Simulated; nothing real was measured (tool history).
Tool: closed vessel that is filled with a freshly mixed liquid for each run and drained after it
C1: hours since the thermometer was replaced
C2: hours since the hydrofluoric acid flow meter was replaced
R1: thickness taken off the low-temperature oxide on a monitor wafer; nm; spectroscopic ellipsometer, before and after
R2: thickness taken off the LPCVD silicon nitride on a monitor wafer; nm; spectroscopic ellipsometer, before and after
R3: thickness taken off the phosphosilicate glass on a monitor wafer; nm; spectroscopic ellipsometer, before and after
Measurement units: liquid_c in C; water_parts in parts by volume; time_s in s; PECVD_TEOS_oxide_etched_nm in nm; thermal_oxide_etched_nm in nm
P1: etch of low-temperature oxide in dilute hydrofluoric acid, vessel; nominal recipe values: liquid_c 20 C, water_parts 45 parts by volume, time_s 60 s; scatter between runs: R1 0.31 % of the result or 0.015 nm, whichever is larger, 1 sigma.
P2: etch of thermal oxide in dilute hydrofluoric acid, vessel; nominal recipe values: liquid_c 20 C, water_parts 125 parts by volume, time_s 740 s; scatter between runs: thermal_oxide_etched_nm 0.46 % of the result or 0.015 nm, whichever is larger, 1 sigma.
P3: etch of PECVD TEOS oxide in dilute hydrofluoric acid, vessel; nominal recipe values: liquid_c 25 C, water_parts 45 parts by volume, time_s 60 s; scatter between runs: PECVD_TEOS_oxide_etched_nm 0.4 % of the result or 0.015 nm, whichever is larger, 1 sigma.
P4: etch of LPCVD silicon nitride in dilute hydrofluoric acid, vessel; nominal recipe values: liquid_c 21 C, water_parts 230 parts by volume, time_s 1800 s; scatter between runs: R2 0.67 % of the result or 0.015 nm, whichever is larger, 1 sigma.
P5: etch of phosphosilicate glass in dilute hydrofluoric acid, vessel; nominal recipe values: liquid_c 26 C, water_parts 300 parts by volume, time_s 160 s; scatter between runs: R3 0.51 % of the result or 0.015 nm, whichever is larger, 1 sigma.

Run 1, day 0.275: process P1, liquid_c 20 C, water_parts 45 parts by volume, time_s 60 s; C1 491.3; C2 493. Result: R1 16.84 nm.
Run 2, day 0.596: process P4, liquid_c 21 C, water_parts 230 parts by volume, time_s 1800 s; C1 499; C2 500.7. Result: R2 3.2369 nm.
Run 3, day 0.85: process P5, liquid_c 26 C, water_parts 300 parts by volume, time_s 160 s; C1 505.1; C2 506.8. Result: R3 52.999 nm.
Run 4, day 1.008: process P1, liquid_c 20 C, water_parts 45 parts by volume, time_s 60 s; C1 508.9; C2 510.6. Result: R1 16.723 nm.
Run 5, day 1.25: process P1, liquid_c 20 C, water_parts 45 parts by volume, time_s 60 s; C1 514.7; C2 516.4. Result: R1 16.845 nm.
Run 6, day 1.5: process P1, liquid_c 17 C, water_parts 45 parts by volume, time_s 90 s; C1 520.7; C2 522.4. Result: R1 22.346 nm.
Run 7, day 1.821: process P1, liquid_c 20 C, water_parts 45 parts by volume, time_s 60 s; C1 528.4; C2 530.1. Result: R1 16.834 nm.
Run 8, day 2.079: process P3, liquid_c 25 C, water_parts 45 parts by volume, time_s 60 s; C1 534.6; C2 536.3. Result: PECVD_TEOS_oxide_etched_nm 16.629 nm.
Run 9, day 2.338: process P2, liquid_c 20 C, water_parts 60 parts by volume, time_s 740 s; C1 540.8; C2 542.5. Result: thermal_oxide_etched_nm 51.627 nm.
Run 10, day 2.512: process P1, liquid_c 20 C, water_parts 45 parts by volume, time_s 60 s; C1 545; C2 546.7. Result: R1 16.774 nm.
Run 11, day 2.771: process P4, liquid_c 21 C, water_parts 230 parts by volume, time_s 225 s; C1 551.2; C2 552.9. Result: R2 0.40955 nm.
Run 12, day 2.958: process P2, liquid_c 25.5 C, water_parts 125 parts by volume, time_s 740 s; C1 555.7; C2 557.4. Result: thermal_oxide_etched_nm 29.013 nm.
Run 13, day 3.233: process P3, liquid_c 25 C, water_parts 45 parts by volume, time_s 30 s; C1 562.3; C2 564. Result: PECVD_TEOS_oxide_etched_nm 8.4081 nm.
Run 14, day 3.417: process P2, liquid_c 20 C, water_parts 125 parts by volume, time_s 1440 s; C1 566.7; C2 568.4. Result: thermal_oxide_etched_nm 44.749 nm.
Run 15, day 3.721: process P3, liquid_c 25 C, water_parts 30 parts by volume, time_s 60 s; C1 574; C2 575.7. Result: PECVD_TEOS_oxide_etched_nm 25.655 nm.
Run 16, day 4.062: process P1, liquid_c 25.5 C, water_parts 45 parts by volume, time_s 60 s; C1 582.2; C2 583.9. Result: R1 21.232 nm.
Run 17, day 4.317: process P1, liquid_c 20 C, water_parts 70 parts by volume, time_s 95 s; C1 588.3; C2 590. Result: R1 16.633 nm.
At day 4.367: hydrofluoric acid flow meter replaced.
Run 18, day 4.475: process P5, liquid_c 18.5 C, water_parts 300 parts by volume, time_s 160 s; C1 592.1; C2 2.7. Result: R3 40.382 nm.
Run 19, day 4.783: process P1, liquid_c 20 C, water_parts 45 parts by volume, time_s 90 s; C1 599.5; C2 10.1. Result: R1 25.251 nm.
Run 20, day 5.017: process P4, liquid_c 29 C, water_parts 230 parts by volume, time_s 1800 s; C1 605.1; C2 15.7. Result: R2 5.1973 nm.
Run 21, day 5.25: process P5, liquid_c 26 C, water_parts 300 parts by volume, time_s 40 s; C1 610.7; C2 21.3. Result: R3 13.289 nm.
Run 22, day 5.529: process P1, liquid_c 20 C, water_parts 65 parts by volume, time_s 60 s; C1 617.4; C2 28. Result: R1 11.348 nm.
Run 23, day 5.8: process P5, liquid_c 26 C, water_parts 300 parts by volume, time_s 160 s; C1 623.9; C2 34.5. Result: R3 52.524 nm.
Run 24, day 6.146: process P1, liquid_c 20 C, water_parts 45 parts by volume, time_s 30 s; C1 632.2; C2 42.8. Result: R1 8.41 nm.
Run 25, day 6.325: process P3, liquid_c 33 C, water_parts 45 parts by volume, time_s 60 s; C1 636.5; C2 47.1. Result: PECVD_TEOS_oxide_etched_nm 22.818 nm.
Run 26, day 6.558: process P1, liquid_c 17 C, water_parts 45 parts by volume, time_s 60 s; C1 642.1; C2 52.7. Result: R1 14.77 nm.
Run 27, day 6.875: process P4, liquid_c 21 C, water_parts 85 parts by volume, time_s 1800 s; C1 649.7; C2 60.3. Result: R2 8.4121 nm.
Run 28, day 7.117: process P1, liquid_c 20 C, water_parts 45 parts by volume, time_s 60 s; C1 655.5; C2 66.1. Result: R1 16.91 nm.
Run 29, day 7.388: process P2, liquid_c 20 C, water_parts 125 parts by volume, time_s 740 s; C1 662; C2 72.6. Result: thermal_oxide_etched_nm 23.088 nm.

Run 30 has not been measured yet. What should we expect?
Run 30, day 7.675: process P2, liquid_c 20 C, water_parts 125 parts by volume, time_s 740 s; C1 668.9; C2 79.5. Result: thermal_oxide_etched_nm ?.

thermal_oxide_etched_nm: 23.133 nm

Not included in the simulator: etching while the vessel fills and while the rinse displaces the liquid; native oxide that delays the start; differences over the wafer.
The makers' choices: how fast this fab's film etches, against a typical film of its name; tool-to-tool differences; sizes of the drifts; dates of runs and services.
